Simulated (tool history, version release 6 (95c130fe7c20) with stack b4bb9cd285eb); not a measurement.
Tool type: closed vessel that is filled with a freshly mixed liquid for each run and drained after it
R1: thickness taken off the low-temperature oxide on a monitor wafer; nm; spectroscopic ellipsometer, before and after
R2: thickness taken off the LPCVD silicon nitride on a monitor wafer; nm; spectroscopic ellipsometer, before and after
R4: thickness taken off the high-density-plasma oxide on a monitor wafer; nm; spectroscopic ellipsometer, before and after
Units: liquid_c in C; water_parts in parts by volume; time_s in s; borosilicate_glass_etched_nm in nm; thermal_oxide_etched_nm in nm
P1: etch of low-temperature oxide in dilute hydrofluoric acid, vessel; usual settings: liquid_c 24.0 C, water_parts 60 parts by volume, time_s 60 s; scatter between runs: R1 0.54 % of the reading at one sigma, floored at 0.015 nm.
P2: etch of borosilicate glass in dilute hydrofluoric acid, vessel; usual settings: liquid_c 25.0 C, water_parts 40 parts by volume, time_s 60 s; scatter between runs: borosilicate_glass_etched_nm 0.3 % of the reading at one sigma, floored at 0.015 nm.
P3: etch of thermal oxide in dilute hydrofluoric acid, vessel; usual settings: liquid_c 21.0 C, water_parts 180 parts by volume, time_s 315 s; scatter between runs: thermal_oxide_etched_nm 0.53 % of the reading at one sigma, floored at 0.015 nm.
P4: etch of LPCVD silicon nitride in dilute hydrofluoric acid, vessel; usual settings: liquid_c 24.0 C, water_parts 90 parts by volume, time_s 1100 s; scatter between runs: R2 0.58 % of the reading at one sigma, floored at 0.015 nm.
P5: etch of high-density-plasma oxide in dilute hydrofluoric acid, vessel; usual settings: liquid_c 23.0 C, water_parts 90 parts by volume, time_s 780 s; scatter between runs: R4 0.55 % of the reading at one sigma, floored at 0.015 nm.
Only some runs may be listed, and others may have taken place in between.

Run 1, hour 14.3: process P1, liquid_c 24.0 C, water_parts 60 parts by volume, time_s 60 s. Result: R1 19.8270 nm.
Run 2, hour 22.7: process P1, liquid_c 32.0 C, water_parts 60 parts by volume, time_s 60 s. Result: R1 27.0490 nm.
Run 3, hour 35.6: process P1, liquid_c 18.0 C, water_parts 60 parts by volume, time_s 60 s. Result: R1 15.4070 nm.
Run 4, hour 44.2: process P1, liquid_c 24.0 C, water_parts 60 parts by volume, time_s 30 s. Result: R1 9.9276 nm.
Run 5, hour 54.7: process P1, liquid_c 24.0 C, water_parts 95 parts by volume, time_s 110 s. Result: R1 21.9730 nm.
Run 6, hour 64.6: process P4, liquid_c 17.0 C, water_parts 90 parts by volume, time_s 1100 s. Result: R2 3.67610 nm.
Run 7, hour 76.8: process P1, liquid_c 24.0 C, water_parts 60 parts by volume, time_s 60 s. Result: R1 19.6290 nm.
Run 8, hour 85.7: process P1, liquid_c 24.0 C, water_parts 35 parts by volume, time_s 60 s. Result: R1 34.8770 nm.
Run 9, hour 98.5: process P4, liquid_c 24.0 C, water_parts 90 parts by volume, time_s 110 s. Result: R2 0.59315 nm.
Run 10, hour 113.8: process P2, liquid_c 25.0 C, water_parts 40 parts by volume, time_s 60 s. Result: borosilicate_glass_etched_nm 67.453 nm.
Run 11, hour 125.5: process P1, liquid_c 24.0 C, water_parts 60 parts by volume, time_s 60 s. Result: R1 19.8850 nm.
Run 12, hour 139.9: process P5, liquid_c 31.5 C, water_parts 90 parts by volume, time_s 780 s. Result: R4 59.076 nm.
Run 13, hour 148.8: process P3, liquid_c 21.0 C, water_parts 180 parts by volume, time_s 315 s. Result: thermal_oxide_etched_nm 6.7325 nm.
Run 14, hour 163.9: process P1, liquid_c 24.0 C, water_parts 100 parts by volume, time_s 60 s. Result: R1 11.3840 nm.
Run 15, hour 171.5: process P1, liquid_c 30.0 C, water_parts 85 parts by volume, time_s 60 s. Result: R1 16.9810 nm.
Run 16, hour 181.3: process P5, liquid_c 23.0 C, water_parts 90 parts by volume, time_s 380 s. Result: R4 21.062 nm.
Run 17, hour 196.5: process P2, liquid_c 25.0 C, water_parts 40 parts by volume, time_s 30 s. Result: borosilicate_glass_etched_nm 33.649 nm.
Run 18, hour 210.5: process P2, liquid_c 25.0 C, water_parts 75 parts by volume, time_s 60 s. Result: borosilicate_glass_etched_nm 34.518 nm.
Run 19, hour 223.1: process P3, liquid_c 21.0 C, water_parts 30 parts by volume, time_s 315 s. Result: thermal_oxide_etched_nm 48.2930 nm.
Run 20, hour 234.8: process P4, liquid_c 24.0 C, water_parts 90 parts by volume, time_s 1100 s. Result: R2 5.92970 nm.
Run 21, hour 249.6: process P5, liquid_c 23.0 C, water_parts 90 parts by volume, time_s 780 s. Result: R4 42.552 nm.
Run 22, hour 262.1: process P3, liquid_c 29.5 C, water_parts 180 parts by volume, time_s 315 s. Result: thermal_oxide_etched_nm 9.1135 nm.
Run 23, hour 272.7: process P3, liquid_c 21.0 C, water_parts 180 parts by volume, time_s 540 s. Result: thermal_oxide_etched_nm 11.3780 nm.
Run 24, hour 281.1: process P5, liquid_c 23.0 C, water_parts 90 parts by volume, time_s 780 s. Result: R4 42.865 nm.
Run 25, hour 290.9: process P5, liquid_c 23.0 C, water_parts 55 parts by volume, time_s 780 s. Result: R4 72.493 nm.
Run 26, hour 300.3: process P1, liquid_c 24.0 C, water_parts 60 parts by volume, time_s 60 s. Result: R1 19.8470 nm.
Run 27, hour 310.9: process P2, liquid_c 18.5 C, water_parts 40 parts by volume, time_s 60 s. Result: borosilicate_glass_etched_nm 51.132 nm.
Run 28, hour 319.6: process P1, liquid_c 24.0 C, water_parts 60 parts by volume, time_s 100 s. Result: R1 32.6420 nm.
Run 29, hour 334.8: process P1, liquid_c 24.0 C, water_parts 60 parts by volume, time_s 60 s. Result: R1 19.7120 nm.
Run 30, hour 347.8: process P4, liquid_c 24.0 C, water_parts 160 parts by volume, time_s 1100 s. Result: R2 3.35620 nm.
Run 31, hour 361.8: process P1, liquid_c 24.0 C, water_parts 60 parts by volume, time_s 60 s. Result: R1 19.7560 nm.
Run 32, hour 369.1: process P1, liquid_c 24.0 C, water_parts 60 parts by volume, time_s 60 s. Result: R1 19.9990 nm.
Run 33, hour 381.9: process P1, liquid_c 24.0 C, water_parts 60 parts by volume, time_s 60 s. Result: R1 20.4510 nm.
Run 34, hour 396.5: process P1, liquid_c 24.0 C, water_parts 60 parts by volume, time_s 60 s. Result: R1 20.6770 nm.
Run 35, hour 405.9: process P1, liquid_c 24.0 C, water_parts 60 parts by volume, time_s 60 s. Result: R1 20.7040 nm.
Run 36, hour 416.0: process P1, liquid_c 24.0 C, water_parts 60 parts by volume, time_s 60 s. Result: R1 20.8600 nm.
Run 37, hour 431.2: process P1, liquid_c 24.0 C, water_parts 60 parts by volume, time_s 60 s. Result: R1 20.7630 nm.
Run 38, hour 442.1: process P1, liquid_c 24.0 C, water_parts 60 parts by volume, time_s 60 s. Result: R1 20.8780 nm.
Run 39, hour 455.5: process P1, liquid_c 24.0 C, water_parts 60 parts by volume, time_s 60 s. Result: R1 21.1090 nm.

P1 no longer gives what it gave before; its output has crept away from where it was. The following 2 causes, each at its listed size, fit the log equally well:
A: liquid hotter than its thermometer reads (K) = 1.42
B: hydrofluoric acid flow above the setpoint (%) = 5.48
The process output started creeping at around hour 361.8.

Which of the check runs below tells the causes apart, meaning the causes would give it clearly different results? Each run uses 2 wafers whose results are averaged, and each result is shown as a question mark.
Run check 1, hour 468.9: process P4, liquid_c 17.0 C, water_parts 155 parts by volume, time_s 1100 s. Result: R2 ?.
Run check 2, hour 468.9: process P3, liquid_c 26.0 C, water_parts 60 parts by volume, time_s 315 s. Result: thermal_oxide_etched_nm ?.
Run check 3, hour 468.9: process P2, liquid_c 25.0 C, water_parts 65 parts by volume, time_s 40 s. Result: borosilicate_glass_etched_nm ?.
Run check 4, hour 468.9: process P5, liquid_c 30.0 C, water_parts 90 parts by volume, time_s 780 s. Result: R4 ?.

How each check would come out, cause by cause:
  check                        result     if A     if B
check 1                            R2  2.39570  2.28970
check 2       thermal_oxide_etched_nm  29.8330  29.8620
check 3  borosilicate_glass_etched_nm   28.260   28.287
check 4                            R4   58.996   59.398
Gap, in per cent, between the two causes that each check separates least, read from the result that separates them most: check 1 4.52 %; check 2 0.1 %; check 3 0.1 %; check 4 0.68 %
Check 1 distinguishes between the causes, while the remaining checks would return nearly the same result for all of them.

Check 1 was then run and gave: R2 2.40730 nm. Which cause is it?

Of the candidate causes, it is A: liquid hotter than its thermometer reads (K).
